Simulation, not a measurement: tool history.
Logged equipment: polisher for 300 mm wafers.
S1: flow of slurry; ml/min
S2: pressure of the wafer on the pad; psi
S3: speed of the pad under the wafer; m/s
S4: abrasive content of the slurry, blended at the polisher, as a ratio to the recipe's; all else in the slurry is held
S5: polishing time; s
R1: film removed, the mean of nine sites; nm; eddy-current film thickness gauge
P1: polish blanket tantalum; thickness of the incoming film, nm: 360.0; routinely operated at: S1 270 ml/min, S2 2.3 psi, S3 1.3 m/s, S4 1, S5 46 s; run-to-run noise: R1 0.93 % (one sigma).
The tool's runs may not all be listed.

{"run": 1, "hour": 3.5, "S1": 270, "S2": 2.3, "S3": 1.3, "S4": 1, "S5": 46, "R1": 109.92}
{"run": 2, "hour": 7.1, "S1": 270, "S2": 2.3, "S3": 1.3, "S4": 1, "S5": 28, "R1": 67.447}
{"hour": 8.1, "done": "slurry nozzle cleaned"}
{"run": 3, "hour": 9.9, "S1": 270, "S2": 2.3, "S3": 1.3, "S4": 1, "S5": 46, "R1": 111.92}
{"run": 4, "hour": 12.5, "S1": 270, "S2": 2.3, "S3": 0.72, "S4": 1, "S5": 46, "R1": 61.192}
{"run": 5, "hour": 15.5, "S1": 410, "S2": 2.3, "S3": 1.3, "S4": 1, "S5": 46, "R1": 115}
{"run": 6, "hour": 18.1, "S1": 270, "S2": 1.3, "S3": 1.3, "S4": 1, "S5": 46, "R1": 61.601}
{"run": 7, "hour": 22.3, "S1": 270, "S2": 2.3, "S3": 0.6, "S4": 1.35, "S5": 46, "R1": 56.277}
{"run": 8, "hour": 24.8, "S1": 270, "S2": 3.5, "S3": 1.3, "S4": 1, "S5": 46, "R1": 168.33}
{"run": 9, "hour": 27.9, "S1": 270, "S2": 2.3, "S3": 1.3, "S4": 1, "S5": 69, "R1": 166.63}
{"run": 10, "hour": 30.4, "S1": 270, "S2": 2.3, "S3": 1.3, "S4": 1, "S5": 46, "R1": 111.6}
{"run": 11, "hour": 33.8, "S1": 270, "S2": 2.3, "S3": 1.3, "S4": 1, "S5": 46, "R1": 108.35}
{"run": 12, "hour": 36.5, "S1": 270, "S2": 2.3, "S3": 1.98, "S4": 1, "S5": 46, "R1": 169.85}
{"run": 13, "hour": 39.3, "S1": 270, "S2": 2.3, "S3": 1.3, "S4": 1, "S5": 46, "R1": 108.38}
{"run": 14, "hour": 42.8, "S1": 270, "S2": 2.3, "S3": 1.3, "S4": 0.55, "S5": 46, "R1": 88.588}
{"run": 15, "hour": 47.5, "S1": 415, "S2": 2.3, "S3": 1.3, "S4": 1, "S5": 69, "R1": 171.81}
{"run": 16, "hour": 50.5, "S1": 170, "S2": 2.3, "S3": 1.3, "S4": 1, "S5": 46, "R1": 103.8}
{"hour": 51.7, "done": "slurry blender recalibrated"}
{"run": 17, "hour": 53.3, "S1": 270, "S2": 2.3, "S3": 1.3, "S4": 1, "S5": 46, "R1": 111.25}
{"run": 18, "hour": 57.3, "S1": 270, "S2": 2.3, "S3": 1.3, "S4": 1.5, "S5": 46, "R1": 120.71}
{"run": 19, "hour": 61.6, "S1": 270, "S2": 2.3, "S3": 1.3, "S4": 1, "S5": 46, "R1": 111.55}

Run 20 comes next. What will it give?
{"run": 20, "hour": 66.9, "S1": 270, "S2": 2.3, "S3": 1.3, "S4": 1, "S5": 46, "R1": "?"}

{"run 20": {"R1": 104.06}}
